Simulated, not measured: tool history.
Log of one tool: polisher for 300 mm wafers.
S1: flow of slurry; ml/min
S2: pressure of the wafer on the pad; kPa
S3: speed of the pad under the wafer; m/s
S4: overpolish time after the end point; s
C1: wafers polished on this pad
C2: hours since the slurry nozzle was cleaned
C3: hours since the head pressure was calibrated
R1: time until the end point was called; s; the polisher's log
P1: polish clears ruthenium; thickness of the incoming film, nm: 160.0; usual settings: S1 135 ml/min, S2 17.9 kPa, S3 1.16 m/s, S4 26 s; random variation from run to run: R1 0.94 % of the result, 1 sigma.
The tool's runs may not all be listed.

run    day   S1    S2    S3  S4    C1     C2     C3       R1
  1  0.283  135  17.9  1.16  26   430   81.7  306.6   80.427
  2  0.508  135  17.9  1.16  26   462   87.1  312.0   79.488
  3  0.821  135  26.9  1.16   8   505   94.6  319.5   53.469
  4  1.021  135  11.7  1.16  26   532   99.4  324.3  121.610
  5  1.254  135  17.9  1.76  26   565  105.0  329.9   53.186
  6  1.550  135  17.9  1.16  38   606  112.1  337.0   80.619
  7  1.792  135  24.8  1.16  45   639  117.9  342.8   58.095
  8  2.092  135  17.9  0.76  26   681  125.1  350.0  123.040
  9  2.279   80  17.9  1.16  26   707  129.6  354.5   91.616
 10  2.462  190  17.9  1.16  26   732  134.0  358.9   75.674
     2.650  -- slurry nozzle cleaned
 11  2.742  135  17.9  1.16  26   771    2.3  365.6   81.149
 12  2.917  135  17.9  1.16  12   795    6.5  369.8   81.840
 13  3.117  135  26.2  1.16  26   823   11.3  374.6   54.753
 14  3.362  135  17.9  1.16  26   857   17.2  380.5   80.535
 15  3.529  135  17.9  1.16  26   880   21.2  384.5   79.896
 16  3.712  135  17.9  1.16  26   905   25.6  388.9   79.375
 17  3.958  135  17.9  1.16  26   939   31.5  394.8   81.605
 18  4.229  135  17.9  1.16  26   976   38.0  401.3   83.105
 19  4.408  135  17.9  1.16  26  1001   42.3  405.6   85.310
 20  4.683  135  17.9  1.16  26  1039   48.9  412.2   85.120
 21  4.988  135  17.9  1.16  26  1081   56.2  419.5   85.721
     5.012  -- head pressure recalibrated
 22  5.229  135  17.9  1.16  26  1115   62.0    5.3   86.648
 23  5.421  135  17.9  1.16  26  1141   66.6    9.9   89.123
 24  5.638  135  17.9  1.16  26  1171   71.8   15.1   88.321

Run 25 comes next. What will it give?
 25  5.938  135  17.9  1.16  26  1213  79.0  22.3   ?

{"run 25": {"R1": 88.333}}

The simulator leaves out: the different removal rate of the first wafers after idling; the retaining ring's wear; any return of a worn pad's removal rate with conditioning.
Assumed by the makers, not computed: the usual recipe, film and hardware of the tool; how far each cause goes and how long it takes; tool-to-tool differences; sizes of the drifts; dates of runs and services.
